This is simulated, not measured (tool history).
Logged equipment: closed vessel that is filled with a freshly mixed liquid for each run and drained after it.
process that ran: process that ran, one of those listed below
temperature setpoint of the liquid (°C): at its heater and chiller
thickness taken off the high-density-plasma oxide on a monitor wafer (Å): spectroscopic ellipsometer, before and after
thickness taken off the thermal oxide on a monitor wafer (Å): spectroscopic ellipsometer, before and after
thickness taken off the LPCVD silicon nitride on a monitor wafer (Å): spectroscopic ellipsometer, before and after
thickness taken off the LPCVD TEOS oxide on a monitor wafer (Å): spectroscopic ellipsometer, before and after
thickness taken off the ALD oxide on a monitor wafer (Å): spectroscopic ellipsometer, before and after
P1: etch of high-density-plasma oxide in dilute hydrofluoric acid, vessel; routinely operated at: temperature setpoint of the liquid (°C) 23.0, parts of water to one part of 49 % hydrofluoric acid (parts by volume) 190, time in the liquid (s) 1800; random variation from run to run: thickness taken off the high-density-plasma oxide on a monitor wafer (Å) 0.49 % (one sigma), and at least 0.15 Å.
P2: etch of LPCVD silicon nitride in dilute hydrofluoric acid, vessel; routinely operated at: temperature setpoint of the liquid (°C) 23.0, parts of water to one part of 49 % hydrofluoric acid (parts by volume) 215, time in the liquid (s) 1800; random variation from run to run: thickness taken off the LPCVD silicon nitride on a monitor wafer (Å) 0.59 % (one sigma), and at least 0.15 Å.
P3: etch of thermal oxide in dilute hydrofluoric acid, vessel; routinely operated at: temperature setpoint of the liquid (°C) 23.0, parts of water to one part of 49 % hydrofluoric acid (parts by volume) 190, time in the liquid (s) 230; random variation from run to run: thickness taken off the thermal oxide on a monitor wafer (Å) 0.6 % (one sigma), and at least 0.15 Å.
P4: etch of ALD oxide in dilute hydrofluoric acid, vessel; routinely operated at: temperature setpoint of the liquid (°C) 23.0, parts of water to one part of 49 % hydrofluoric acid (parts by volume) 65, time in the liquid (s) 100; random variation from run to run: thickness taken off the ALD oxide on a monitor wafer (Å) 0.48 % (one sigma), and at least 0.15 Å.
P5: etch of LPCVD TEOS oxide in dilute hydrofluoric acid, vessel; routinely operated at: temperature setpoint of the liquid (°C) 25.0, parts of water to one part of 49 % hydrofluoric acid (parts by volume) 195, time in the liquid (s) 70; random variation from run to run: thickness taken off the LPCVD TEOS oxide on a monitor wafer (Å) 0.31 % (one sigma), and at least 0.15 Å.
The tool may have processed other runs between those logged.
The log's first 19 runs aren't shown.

run,hour,process that ran,temperature setpoint of the liquid (°C),parts of water to one part of 49 % hydrofluoric acid (parts by volume),time in the liquid (s),hours since the thermometer was replaced,hours since the hydrofluoric acid flow meter was replaced,thickness taken off the high-density-plasma oxide on a monitor wafer (Å),thickness taken off the thermal oxide on a monitor wafer (Å),thickness taken off the LPCVD silicon nitride on a monitor wafer (Å),thickness taken off the LPCVD TEOS oxide on a monitor wafer (Å),thickness taken off the ALD oxide on a monitor wafer (Å)
20,77.0,P1,27.0,190,165,1358.0,1323.3,48.91,,,,
21,81.0,P5,25.0,195,70,1362.0,1327.3,,,,184.690,
22,83.5,P3,23.0,190,445,1364.5,1329.8,,92.738,,,
23,86.5,P2,23.0,215,1800,1367.5,1332.8,,,37.369,,
24,91.1,P5,25.0,195,70,1372.1,1337.4,,,,184.780,
25,95.5,P5,25.0,335,70,1376.5,1341.8,,,,93.302,
26,99.0,P4,23.0,65,100,1380.0,1345.3,,,,,310.05
27,102.4,P1,23.0,190,1800,1383.4,1348.7,464.37,,,,
28,105.0,P1,17.0,190,1800,1386.0,1351.3,364.10,,,,
29,108.4,P3,23.0,190,230,1389.4,1354.7,,47.096,,,
30,112.1,P2,17.0,215,1800,1393.1,1358.4,,,25.346,,
31,115.8,P1,23.0,190,1800,1396.8,1362.1,463.99,,,,
32,120.2,P5,33.0,195,70,1401.2,1366.5,,,,242.780,
33,125.4,P2,23.0,215,3455,1406.4,1371.7,,,71.786,,
34,128.3,P4,23.0,65,100,1409.3,1374.6,,,,,306.50
35,132.8,P1,23.0,190,1800,1413.8,1379.1,461.91,,,,
36,137.5,P1,23.0,190,1800,1418.5,1383.8,449.72,,,,
37,141.7,P1,23.0,190,1800,1422.7,1388.0,447.42,,,,
38,146.1,P1,23.0,190,1800,1427.1,1392.4,437.27,,,,
39,150.5,P1,23.0,190,1800,1431.5,1396.8,435.09,,,,
40,155.2,P1,23.0,190,1800,1436.2,1401.5,431.82,,,,
41,159.9,P1,23.0,190,1800,1440.9,1406.2,431.63,,,,
42,162.6,P1,23.0,190,1800,1443.6,1408.9,432.02,,,,
43,166.4,P1,23.0,190,1800,1447.4,1412.7,433.19,,,,

For run 44, what comes out?
44,171.6,P1,23.0,190,1800,1452.6,1417.9,?,,,,

{"run 44": {"thickness taken off the high-density-plasma oxide on a monitor wafer (Å)": 430.21}}
